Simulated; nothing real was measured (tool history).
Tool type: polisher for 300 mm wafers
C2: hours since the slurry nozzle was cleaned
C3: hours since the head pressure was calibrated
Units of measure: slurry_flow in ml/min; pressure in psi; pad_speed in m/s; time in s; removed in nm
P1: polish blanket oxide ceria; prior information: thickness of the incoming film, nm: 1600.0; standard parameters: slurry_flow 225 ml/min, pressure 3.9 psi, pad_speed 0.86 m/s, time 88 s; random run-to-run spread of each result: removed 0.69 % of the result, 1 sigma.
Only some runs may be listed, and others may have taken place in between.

Run 1, hour 12.9: slurry_flow 225 ml/min, pressure 3.9 psi, pad_speed 0.86 m/s, time 88 s; wafers polished on this pad 1149; C2 400.9; C3 226. Result: removed 431.12 nm.
Run 2, hour 23.4: slurry_flow 135 ml/min, pressure 2.5 psi, pad_speed 0.86 m/s, time 88 s; wafers polished on this pad 1260; C2 411.4; C3 236.5. Result: removed 253.87 nm.
At hour 30.1: head pressure recalibrated.
Run 3, hour 32.7: slurry_flow 225 ml/min, pressure 5.9 psi, pad_speed 0.86 m/s, time 88 s; wafers polished on this pad 1359; C2 420.7; C3 2.6. Result: removed 645.27 nm.
Run 4, hour 39.7: slurry_flow 335 ml/min, pressure 3.9 psi, pad_speed 0.86 m/s, time 115 s; wafers polished on this pad 1433; C2 427.7; C3 9.6. Result: removed 579.76 nm.
Run 5, hour 50.2: slurry_flow 225 ml/min, pressure 3.9 psi, pad_speed 0.86 m/s, time 88 s; wafers polished on this pad 1545; C2 438.2; C3 20.1. Result: removed 436.21 nm.
Run 6, hour 56.3: slurry_flow 135 ml/min, pressure 3.9 psi, pad_speed 0.86 m/s, time 88 s; wafers polished on this pad 1609; C2 444.3; C3 26.2. Result: removed 402.89 nm.
Run 7, hour 66: slurry_flow 225 ml/min, pressure 3.9 psi, pad_speed 0.86 m/s, time 88 s; wafers polished on this pad 1712; C2 454; C3 35.9. Result: removed 432.42 nm.
Run 8, hour 79: slurry_flow 225 ml/min, pressure 3.9 psi, pad_speed 0.86 m/s, time 88 s; wafers polished on this pad 1850; C2 467; C3 48.9. Result: removed 434.78 nm.
Run 9, hour 91.1: slurry_flow 225 ml/min, pressure 1.9 psi, pad_speed 0.86 m/s, time 88 s; wafers polished on this pad 1979; C2 479.1; C3 61. Result: removed 211.65 nm.
Run 10, hour 100.9: slurry_flow 225 ml/min, pressure 3.9 psi, pad_speed 0.86 m/s, time 115 s; wafers polished on this pad 2083; C2 488.9; C3 70.8. Result: removed 558.49 nm.
Run 11, hour 110.8: slurry_flow 225 ml/min, pressure 3.9 psi, pad_speed 0.86 m/s, time 49 s; wafers polished on this pad 2188; C2 498.8; C3 80.7. Result: removed 240.46 nm.
Run 12, hour 116.8: slurry_flow 225 ml/min, pressure 3.9 psi, pad_speed 0.4 m/s, time 53 s; wafers polished on this pad 2251; C2 504.8; C3 86.7. Result: removed 122.66 nm.
Run 13, hour 125.9: slurry_flow 225 ml/min, pressure 3.9 psi, pad_speed 1.26 m/s, time 88 s; wafers polished on this pad 2348; C2 513.9; C3 95.8. Result: removed 628.28 nm.
Run 14, hour 138.2: slurry_flow 225 ml/min, pressure 3.9 psi, pad_speed 0.5 m/s, time 88 s; wafers polished on this pad 2478; C2 526.2; C3 108.1. Result: removed 251.77 nm.
Run 15, hour 147.4: slurry_flow 290 ml/min, pressure 3.9 psi, pad_speed 0.86 m/s, time 88 s; wafers polished on this pad 2576; C2 535.4; C3 117.3. Result: removed 442.88 nm.
Run 16, hour 154.1: slurry_flow 225 ml/min, pressure 3.9 psi, pad_speed 0.86 m/s, time 88 s; wafers polished on this pad 2647; C2 542.1; C3 124. Result: removed 430.36 nm.

Run 17 comes next. What will it give?
Run 17, hour 162.7: slurry_flow 225 ml/min, pressure 3.9 psi, pad_speed 0.86 m/s, time 88 s; wafers polished on this pad 2738; C2 550.7; C3 132.6. Result: removed ?.

removed: 435.27 nm

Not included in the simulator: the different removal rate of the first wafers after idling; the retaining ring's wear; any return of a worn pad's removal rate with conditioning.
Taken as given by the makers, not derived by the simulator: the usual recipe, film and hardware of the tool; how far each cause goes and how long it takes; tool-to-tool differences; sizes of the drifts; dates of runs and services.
